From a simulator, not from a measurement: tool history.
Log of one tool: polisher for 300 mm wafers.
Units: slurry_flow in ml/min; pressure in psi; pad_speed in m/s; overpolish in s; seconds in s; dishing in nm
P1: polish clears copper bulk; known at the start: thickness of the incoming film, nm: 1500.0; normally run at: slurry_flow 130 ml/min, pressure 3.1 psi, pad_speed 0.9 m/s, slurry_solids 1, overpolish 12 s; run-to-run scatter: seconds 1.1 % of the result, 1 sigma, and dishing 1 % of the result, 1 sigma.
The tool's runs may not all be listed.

| run | day | slurry_flow | pressure | pad_speed | slurry_solids | overpolish | seconds | dishing |
|---|---|---|---|---|---|---|---|---|
| 1 | 0.121 | 130 | 3.1 | 0.9 | 1 | 12 | 165.55 | 67.213 |
| 2 | 0.304 | 175 | 3.1 | 0.9 | 1 | 12 | 159.71 | 69.461 |
| 3 | 0.512 | 130 | 3.1 | 0.9 | 1.45 | 12 | 153.36 | 70.938 |
| 4 | 0.642 | 130 | 3.1 | 0.9 | 1 | 12 | 165.09 | 67.065 |
| 5 | 0.783 | 130 | 3.1 | 0.4 | 1 | 12 | 374.98 | 35.788 |
| 6 | 0.983 | 80 | 3.1 | 0.9 | 1 | 12 | 183.4 | 60.988 |
| 7 | 1.212 | 130 | 1.4 | 0.9 | 1 | 12 | 364.51 | 34.362 |
| 8 | 1.421 | 130 | 3.1 | 1.22 | 1 | 12 | 121.24 | 82.906 |
| 9 | 1.621 | 130 | 4.7 | 0.9 | 1 | 12 | 108.45 | 92.991 |
| 10 | 1.817 | 130 | 3.1 | 0.9 | 1 | 12 | 165.88 | 66.096 |
| 11 | 1.95 | 130 | 3.1 | 0.9 | 1 | 12 | 162.7 | 67.893 |
| 12 | 2.158 | 130 | 3.1 | 0.46 | 1 | 4 | 326.94 | 14.869 |
| 13 | 2.383 | 130 | 3.1 | 0.9 | 1 | 12 | 166.06 | 67.814 |
| 14 | 2.621 | 130 | 3.1 | 0.9 | 0.65 | 12 | 182.94 | 62.871 |
| 15 | 2.825 | 130 | 3.1 | 0.9 | 1 | 22 | 167.45 | 95.589 |
|  | 2.933 | slurry nozzle cleaned |
| 16 | 3.05 | 130 | 3.1 | 0.9 | 1 | 12 | 167.03 | 67.088 |
| 17 | 3.2 | 130 | 3.1 | 0.9 | 1 | 12 | 163.49 | 66.494 |
| 18 | 3.338 | 130 | 3.1 | 0.9 | 1 | 4 | 167.12 | 27 |
| 19 | 3.525 | 130 | 3.1 | 0.9 | 1 | 12 | 165.05 | 67.826 |
| 20 | 3.638 | 130 | 3.1 | 0.9 | 1 | 12 | 169.35 | 65.239 |

Forecast run 21:
| 21 | 3.808 | 130 | 3.1 | 0.9 | 1 | 12 | ? | ? |

seconds: 170.33 s
dishing: 65.353 nm
